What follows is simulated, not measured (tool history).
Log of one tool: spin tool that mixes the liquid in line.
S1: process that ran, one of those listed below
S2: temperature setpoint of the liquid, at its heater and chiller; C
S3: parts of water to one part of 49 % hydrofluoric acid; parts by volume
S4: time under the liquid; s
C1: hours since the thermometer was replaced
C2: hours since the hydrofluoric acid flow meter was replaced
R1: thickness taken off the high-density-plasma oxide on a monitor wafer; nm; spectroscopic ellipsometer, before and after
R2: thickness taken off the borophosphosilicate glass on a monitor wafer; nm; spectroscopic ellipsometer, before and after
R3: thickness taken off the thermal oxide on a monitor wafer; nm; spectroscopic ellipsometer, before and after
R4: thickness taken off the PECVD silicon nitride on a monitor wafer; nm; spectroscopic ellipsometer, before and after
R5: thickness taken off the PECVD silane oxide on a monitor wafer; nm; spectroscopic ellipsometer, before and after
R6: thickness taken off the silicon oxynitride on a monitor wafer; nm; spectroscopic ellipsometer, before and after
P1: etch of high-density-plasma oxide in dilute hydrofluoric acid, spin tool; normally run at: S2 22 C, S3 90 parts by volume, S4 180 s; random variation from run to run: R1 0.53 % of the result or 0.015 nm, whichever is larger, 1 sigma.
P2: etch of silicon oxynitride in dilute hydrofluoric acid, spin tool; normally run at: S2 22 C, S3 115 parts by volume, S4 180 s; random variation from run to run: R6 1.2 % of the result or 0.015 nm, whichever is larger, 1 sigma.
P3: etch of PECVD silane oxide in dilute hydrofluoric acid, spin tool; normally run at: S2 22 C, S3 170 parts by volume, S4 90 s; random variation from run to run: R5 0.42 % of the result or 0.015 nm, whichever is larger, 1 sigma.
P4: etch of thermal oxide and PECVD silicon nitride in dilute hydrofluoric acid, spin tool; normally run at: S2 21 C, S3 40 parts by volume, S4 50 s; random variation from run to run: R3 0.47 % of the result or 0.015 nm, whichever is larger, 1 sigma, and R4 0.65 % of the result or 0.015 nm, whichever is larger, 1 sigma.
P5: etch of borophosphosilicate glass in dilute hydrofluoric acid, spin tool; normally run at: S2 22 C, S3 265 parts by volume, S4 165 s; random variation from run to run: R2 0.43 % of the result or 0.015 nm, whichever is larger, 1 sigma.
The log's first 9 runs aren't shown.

run,hour,S1,S2,S3,S4,C1,C2,R1,R2,R3,R4,R5,R6
10,131.1,P2,22,165,180,1937.5,907.2,,,,,,1.3692
11,140.5,P2,22,115,180,1946.9,916.6,,,,,,1.9909
12,152.7,P1,18,90,255,1959.1,928.8,14.918,,,,,
13,164.2,P3,22,170,90,1970.6,940.3,,,,,6.8916,
14,176.4,P1,22,90,40,1982.8,952.5,2.7796,,,,,
15,191.6,P1,22,90,335,1998,967.7,23.135,,,,,
16,207.5,P2,22,115,50,2013.9,983.6,,,,,,0.58337
17,225.6,P4,17,40,50,2032,1001.7,,,4.5738,2.8008,,
18,233.9,P1,26,90,180,2040.3,1010,14.55,,,,,
19,242.1,P1,17,90,350,2048.5,1018.2,19.514,,,,,
20,250,P3,22,170,90,2056.4,1026.1,,,,,6.9127,
21,259.8,P1,22,90,180,2066.2,1035.9,12.395,,,,,
22,270.2,P1,22,90,180,2076.6,1046.3,12.423,,,,,
# hour 273.5: hydrofluoric acid flow meter replaced
23,278.6,P2,30,115,180,2085,5.1,,,,,,2.9417
24,293.9,P1,22,160,180,2100.3,20.4,6.4297,,,,,
25,304.1,P1,22,90,180,2110.5,30.6,12.347,,,,,
26,319.7,P4,21,40,50,2126.1,46.2,,,5.4277,3.7253,,
27,333.3,P1,22,30,180,2139.7,59.8,40.006,,,,,
28,346.5,P3,17,170,90,2152.9,73,,,,,5.6593,
29,363.4,P5,28,265,165,2169.8,89.9,,22.87,,,,

The next listed run, before its measurement:
30,373.8,P1,17,60,180,2180.2,100.3,?,,,,,

Run 30 gave R1 15.733 nm.

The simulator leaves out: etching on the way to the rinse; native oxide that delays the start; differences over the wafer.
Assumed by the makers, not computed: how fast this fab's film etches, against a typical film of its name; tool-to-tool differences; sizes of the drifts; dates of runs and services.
